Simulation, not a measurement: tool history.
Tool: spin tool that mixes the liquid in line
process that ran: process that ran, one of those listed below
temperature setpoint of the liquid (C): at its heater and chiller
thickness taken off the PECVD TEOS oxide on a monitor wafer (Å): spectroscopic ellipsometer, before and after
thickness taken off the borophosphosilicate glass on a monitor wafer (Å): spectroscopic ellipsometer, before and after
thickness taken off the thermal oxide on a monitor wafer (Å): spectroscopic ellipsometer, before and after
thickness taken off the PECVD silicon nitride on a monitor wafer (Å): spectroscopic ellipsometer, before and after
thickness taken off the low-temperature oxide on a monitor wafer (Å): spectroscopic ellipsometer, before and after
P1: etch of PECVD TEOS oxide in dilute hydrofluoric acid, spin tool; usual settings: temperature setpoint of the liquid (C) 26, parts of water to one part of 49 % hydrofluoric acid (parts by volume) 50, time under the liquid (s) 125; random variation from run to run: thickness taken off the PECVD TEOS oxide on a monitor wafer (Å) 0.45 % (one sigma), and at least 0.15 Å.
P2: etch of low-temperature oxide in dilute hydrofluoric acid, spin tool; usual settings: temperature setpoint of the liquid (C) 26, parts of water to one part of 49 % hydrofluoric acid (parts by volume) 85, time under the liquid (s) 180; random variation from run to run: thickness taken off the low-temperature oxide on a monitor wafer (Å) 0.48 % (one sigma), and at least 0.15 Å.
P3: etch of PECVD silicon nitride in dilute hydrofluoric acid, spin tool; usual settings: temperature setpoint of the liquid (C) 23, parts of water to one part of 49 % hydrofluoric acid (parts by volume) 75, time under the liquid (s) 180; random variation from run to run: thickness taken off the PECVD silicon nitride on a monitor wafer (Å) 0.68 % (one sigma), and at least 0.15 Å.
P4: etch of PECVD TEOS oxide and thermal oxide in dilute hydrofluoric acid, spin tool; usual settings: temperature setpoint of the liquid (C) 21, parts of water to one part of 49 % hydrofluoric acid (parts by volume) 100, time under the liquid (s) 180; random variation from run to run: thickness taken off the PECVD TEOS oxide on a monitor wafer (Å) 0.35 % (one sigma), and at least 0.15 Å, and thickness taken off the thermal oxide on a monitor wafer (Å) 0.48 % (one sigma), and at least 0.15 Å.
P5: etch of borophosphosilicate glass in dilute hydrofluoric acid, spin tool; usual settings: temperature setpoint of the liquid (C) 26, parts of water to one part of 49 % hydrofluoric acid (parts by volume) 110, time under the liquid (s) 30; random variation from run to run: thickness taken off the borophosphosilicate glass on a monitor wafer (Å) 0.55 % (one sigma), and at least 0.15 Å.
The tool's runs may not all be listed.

| run | hour | process that ran | temperature setpoint of the liquid (C) | parts of water to one part of 49 % hydrofluoric acid (parts by volume) | time under the liquid (s) | hours since the thermometer was replaced | hours since the hydrofluoric acid flow meter was replaced | thickness taken off the PECVD TEOS oxide on a monitor wafer (Å) | thickness taken off the borophosphosilicate glass on a monitor wafer (Å) | thickness taken off the thermal oxide on a monitor wafer (Å) | thickness taken off the PECVD silicon nitride on a monitor wafer (Å) | thickness taken off the low-temperature oxide on a monitor wafer (Å) |
|---|---|---|---|---|---|---|---|---|---|---|---|---|
| 1 | 13.8 | P1 | 26 | 50 | 125 | 1624.4 | 388.4 | 301.4 |  |  |  |  |
| 2 | 28.2 | P1 | 34 | 35 | 125 | 1638.8 | 402.8 | 601.48 |  |  |  |  |
| 3 | 39.4 | P5 | 26 | 110 | 30 | 1650 | 414 |  | 123.9 |  |  |  |
| 4 | 49.1 | P4 | 21 | 100 | 180 | 1659.7 | 423.7 | 302.18 |  | 76.533 |  |  |
| 5 | 58.5 | P1 | 26 | 50 | 125 | 1669.1 | 433.1 | 299.43 |  |  |  |  |
| 6 | 66 | P1 | 34 | 50 | 125 | 1676.6 | 440.6 | 409.09 |  |  |  |  |
| 7 | 74.7 | P4 | 21 | 100 | 180 | 1685.3 | 449.3 | 302.41 |  | 76.264 |  |  |
| 8 | 90.5 | P1 | 26 | 50 | 210 | 1701.1 | 465.1 | 504 |  |  |  |  |
| 9 | 101.7 | P3 | 23 | 75 | 20 | 1712.3 | 476.3 |  |  |  | 4.8403 |  |
| 10 | 111.8 | P5 | 26 | 110 | 50 | 1722.4 | 486.4 |  | 208.44 |  |  |  |
| 11 | 126.8 | P4 | 28.5 | 100 | 180 | 1737.4 | 501.4 | 406.34 |  | 102.09 |  |  |
| 12 | 135.4 | P2 | 17.5 | 85 | 180 | 1746 | 510 |  |  |  |  | 330.05 |
| 13 | 149.2 | P2 | 26 | 85 | 180 | 1759.8 | 523.8 |  |  |  |  | 468.74 |
| 14 | 156.6 | P3 | 17 | 75 | 180 | 1767.2 | 531.2 |  |  |  | 27.311 |  |
| 15 | 173 | P4 | 21 | 180 | 180 | 1783.6 | 547.6 | 154.15 |  | 39.025 |  |  |
|  | 175.2 | thermometer replaced |
| 16 | 181.9 | P1 | 26 | 50 | 125 | 6.7 | 556.5 | 298.09 |  |  |  |  |
| 17 | 196 | P1 | 18 | 50 | 125 | 20.8 | 570.6 | 215.44 |  |  |  |  |
| 18 | 204.2 | P1 | 26 | 50 | 125 | 29 | 578.8 | 300.03 |  |  |  |  |
| 19 | 220.8 | P2 | 26 | 85 | 25 | 45.6 | 595.4 |  |  |  |  | 65.284 |
|  | 227.2 | hydrofluoric acid flow meter replaced |
| 20 | 237.3 | P1 | 26 | 20 | 125 | 62.1 | 10.2 | 782.81 |  |  |  |  |
| 21 | 251.2 | P4 | 21 | 100 | 260 | 76 | 24.1 | 434.47 |  | 108.94 |  |  |
| 22 | 261.3 | P1 | 26 | 20 | 25 | 86.1 | 34.2 | 158.27 |  |  |  |  |
| 23 | 276.8 | P3 | 23 | 75 | 180 | 101.6 | 49.7 |  |  |  | 41.971 |  |
| 24 | 289.2 | P5 | 21 | 110 | 30 | 114 | 62.1 |  | 102.22 |  |  |  |
| 25 | 297.7 | P5 | 26 | 65 | 30 | 122.5 | 70.6 |  | 224.37 |  |  |  |
| 26 | 305.8 | P1 | 26 | 50 | 25 | 130.6 | 78.7 | 60.535 |  |  |  |  |
| 27 | 315.4 | P1 | 26 | 75 | 125 | 140.2 | 88.3 | 193.54 |  |  |  |  |
| 28 | 324.3 | P2 | 26 | 145 | 180 | 149.1 | 97.2 |  |  |  |  | 254.75 |
| 29 | 335.5 | P5 | 26 | 110 | 30 | 160.3 | 108.4 |  | 125.56 |  |  |  |
| 30 | 352 | P3 | 23 | 75 | 180 | 176.8 | 124.9 |  |  |  | 41.317 |  |
| 31 | 366.9 | P3 | 23 | 130 | 180 | 191.7 | 139.8 |  |  |  | 24.214 |  |
| 32 | 378.4 | P1 | 26 | 50 | 125 | 203.2 | 151.3 | 300.12 |  |  |  |  |
| 33 | 389 | P1 | 26 | 50 | 125 | 213.8 | 161.9 | 301.46 |  |  |  |  |
| 34 | 400.7 | P1 | 26 | 50 | 125 | 225.5 | 173.6 | 293.08 |  |  |  |  |
| 35 | 413.7 | P1 | 26 | 50 | 125 | 238.5 | 186.6 | 291.74 |  |  |  |  |
| 36 | 421.7 | P1 | 26 | 50 | 125 | 246.5 | 194.6 | 288.17 |  |  |  |  |
| 37 | 432.6 | P1 | 26 | 50 | 125 | 257.4 | 205.5 | 289.97 |  |  |  |  |
| 38 | 446.7 | P1 | 26 | 50 | 125 | 271.5 | 219.6 | 283.35 |  |  |  |  |
| 39 | 460.2 | P1 | 26 | 50 | 125 | 285 | 233.1 | 282.81 |  |  |  |  |
| 40 | 475.1 | P1 | 26 | 50 | 125 | 299.9 | 248 | 281.96 |  |  |  |  |
| 41 | 487.1 | P1 | 26 | 50 | 125 | 311.9 | 260 | 281.83 |  |  |  |  |
| 42 | 498.6 | P1 | 26 | 50 | 125 | 323.4 | 271.5 | 280.58 |  |  |  |  |
| 43 | 513.2 | P1 | 26 | 50 | 125 | 338 | 286.1 | 282.01 |  |  |  |  |
| 44 | 521.2 | P1 | 26 | 50 | 125 | 346 | 294.1 | 278.63 |  |  |  |  |

What P1 gives has crept away from where it was. These 2 causes fit the log equally well, each at the size given:
A: liquid colder than its thermometer reads (K) = 1.67
B: hydrofluoric acid flow below the setpoint (%) = 6.13
The creep began at about hour 389.

4 check runs are offered, each on 3 wafers whose results are averaged, their results left as question marks. Which one tells the causes apart?
| check 1 | 529.2 | P2 | 18 | 85 | 180 |  |  |  |  |  |  | ? |
| check 2 | 529.2 | P4 | 24.5 | 100 | 180 |  |  | ? |  | ? |  |  |
| check 3 | 529.2 | P3 | 19.5 | 75 | 95 |  |  |  |  |  | ? |  |
| check 4 | 529.2 | P5 | 26 | 80 | 30 |  |  |  | ? |  |  |  |

What each check would give under each cause:
| check | result | if A | if B |
|---|---|---|---|
| check 1 | thickness taken off the low-temperature oxide on a monitor wafer (Å) | 317.3 | 317.84 |
| check 2 | thickness taken off the PECVD TEOS oxide on a monitor wafer (Å) | 325.48 | 323.87 |
| check 2 | thickness taken off the thermal oxide on a monitor wafer (Å) | 82.014 | 81.608 |
| check 3 | thickness taken off the PECVD silicon nitride on a monitor wafer (Å) | 15.324 | 16.18 |
| check 4 | thickness taken off the borophosphosilicate glass on a monitor wafer (Å) | 167.98 | 167.37 |
How far apart the two closest causes lie, in the result that separates them most: check 1 0.17 %; check 2 0.5 %; check 3 5.43 %; check 4 0.36 %
Only check 3 tells the causes apart: in the others they would give nearly the same result.

Then check 3 was run and gave: thickness taken off the PECVD silicon nitride on a monitor wafer (Å) 15.237. Which cause is it?

It is A: liquid colder than its thermometer reads (K).
